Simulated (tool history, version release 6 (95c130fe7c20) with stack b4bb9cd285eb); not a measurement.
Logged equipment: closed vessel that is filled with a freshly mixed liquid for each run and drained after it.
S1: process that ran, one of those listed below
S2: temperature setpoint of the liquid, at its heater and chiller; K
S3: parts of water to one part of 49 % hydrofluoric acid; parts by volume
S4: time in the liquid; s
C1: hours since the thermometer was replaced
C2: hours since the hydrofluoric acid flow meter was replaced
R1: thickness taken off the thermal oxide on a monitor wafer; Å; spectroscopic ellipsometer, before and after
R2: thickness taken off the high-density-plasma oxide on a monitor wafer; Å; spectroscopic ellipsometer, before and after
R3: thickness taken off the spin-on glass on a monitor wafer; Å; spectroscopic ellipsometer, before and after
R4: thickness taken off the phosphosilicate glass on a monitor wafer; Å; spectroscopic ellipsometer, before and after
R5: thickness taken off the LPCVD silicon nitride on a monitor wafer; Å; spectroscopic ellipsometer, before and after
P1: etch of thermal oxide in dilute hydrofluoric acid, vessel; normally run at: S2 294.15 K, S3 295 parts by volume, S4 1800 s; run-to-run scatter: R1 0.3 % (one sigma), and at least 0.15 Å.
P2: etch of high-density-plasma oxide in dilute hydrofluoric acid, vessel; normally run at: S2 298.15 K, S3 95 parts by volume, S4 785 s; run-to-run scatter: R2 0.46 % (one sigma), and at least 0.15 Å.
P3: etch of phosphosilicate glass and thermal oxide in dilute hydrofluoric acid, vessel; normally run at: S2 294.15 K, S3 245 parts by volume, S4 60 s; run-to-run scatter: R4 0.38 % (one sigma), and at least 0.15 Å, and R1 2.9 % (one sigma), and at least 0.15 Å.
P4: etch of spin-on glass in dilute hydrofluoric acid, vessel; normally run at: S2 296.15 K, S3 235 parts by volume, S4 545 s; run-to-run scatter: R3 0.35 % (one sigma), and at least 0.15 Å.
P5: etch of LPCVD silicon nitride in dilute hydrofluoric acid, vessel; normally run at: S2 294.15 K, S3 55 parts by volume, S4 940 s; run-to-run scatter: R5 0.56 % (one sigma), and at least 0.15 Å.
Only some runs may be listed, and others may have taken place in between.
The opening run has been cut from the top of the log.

run	day	S1	S2	S3	S4	C1	C2	R1	R2	R3	R4	R5
2	0.721	P2	298.15	95	50	129.8	1588.5		27.469			
3	1.112	P1	294.15	295	1800	139.2	1597.9	217.7200				
4	1.642	P2	294.15	95	785	151.9	1610.6		367.120			
5	2.112	P4	296.15	75	545	163.2	1621.9			1863.90		
6	2.462	P1	294.15	295	2945	171.6	1630.3	358.4800				
7	2.996	P4	296.15	235	545	184.4	1643.1			498.44		
8	3.342	P3	290.15	245	60	192.7	1651.4	7.3777			237.98	
9	3.583	P3	294.15	130	60	198.5	1657.2	17.6440			584.30	
10	3.871	P5	294.15	55	940	205.4	1664.1					65.706
11	4.304	P4	296.15	235	865	215.8	1674.5			790.02		
12	4.817	P1	294.15	295	1800	228.1	1686.8	218.4500				
13	5.250	P1	294.15	295	385	238.5	1697.2	46.6970				
14	5.771	P5	294.15	20	940	251.0	1709.7					170.740
15	6.204	P2	298.15	95	785	261.4	1720.1		429.930			
16	6.462	P3	294.15	245	30	267.6	1726.3	4.5511			137.73	
17	6.933	P2	298.15	95	785	278.9	1737.6		431.500			
18	7.338	P1	294.15	95	1800	288.6	1747.3	829.3100				
19	7.762	P1	294.15	295	1800	298.8	1757.5	218.1000				
20	8.058	P1	290.15	295	1800	305.9	1764.6	188.1200				
21	8.454	P3	294.15	245	60	315.4	1774.1	9.1081			277.00	
22	8.800	P4	304.65	235	545	323.7	1782.4			665.18		

For run 23, what comes out?
23	9.083	P1	294.15	295	1800	330.5	1789.2	?				

R1: 218.0200 Å
